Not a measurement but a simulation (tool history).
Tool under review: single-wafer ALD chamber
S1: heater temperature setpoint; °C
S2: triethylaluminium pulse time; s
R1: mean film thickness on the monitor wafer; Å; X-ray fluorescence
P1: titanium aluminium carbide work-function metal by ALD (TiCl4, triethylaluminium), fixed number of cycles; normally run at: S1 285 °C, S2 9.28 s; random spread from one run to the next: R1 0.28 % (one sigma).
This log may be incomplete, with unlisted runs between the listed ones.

run   hour   S1     S2      R1
  1   14.4  285   9.28  18.533
  2   28.6  262   9.28  16.621
  3   39.3  274   4.94  15.047
  4   55.2  271  13.81  17.898
  5   70.3  309   9.28  20.669
  6   80.7  285   9.28  18.597
  7   95.8  285  14.75  19.157
  8  104.6  285   9.28  18.526
  9  118.5  285   4.24  14.983
 10    138  285   9.28   18.58
 11  156.9  285   9.28  18.554
 12  166.7  285   9.28  18.506
 13  181.2  285   9.28  18.461
 14  192.8  285   9.28  18.362
 15  210.7  285   9.28  18.243
 16  228.8  285   9.28  18.287
 17  237.7  285   9.28  18.245
 18  255.9  285   9.28  18.276
 19  266.1  285   9.28  18.192
 20  280.9  285   9.28  18.225
 21  299.1  285   9.28  18.209
 22  309.9  285   9.28  18.288

Something has made what P1 gives creep away from where it was; the 2 causes below, each at its own stated size, fit the log equally well:
A: wafer temperature below the value expected at the setpoint (K) = 4
B: triethylaluminium dose below that of a fresh bottle (%) = 11.2
Creep in the process output first set in at about hour 156.9.

Of the 4 check runs listed below, each run on one wafer and each result written as a question mark, which would let you distinguish the listed causes because they would give clearly different results?
check 1  320.7  285  4.69   ?
check 2  320.7  275  9.28   ?
check 3  320.7  273  9.28   ?
check 4  320.7  303  9.28   ?

If the cause were each of the candidates in turn, the checks would give the following:
  check  result    if A    if B
check 1      R1  15.244  14.764
check 2      R1  17.399   17.41
check 3      R1  17.232  17.245
check 4      R1  19.782  19.759
Minimum pairwise separation of causes per check, each pair taken at its best-separating result: check 1 3.2 %; check 2 0.07 %; check 3 0.08 %; check 4 0.12 %
Check 1 distinguishes between the causes, while the remaining checks would return nearly the same result for all of them.

Running check 1 produced the following: R1 14.758 Å. Which one of the listed causes fits?

The cause is B: triethylaluminium dose below that of a fresh bottle (%).
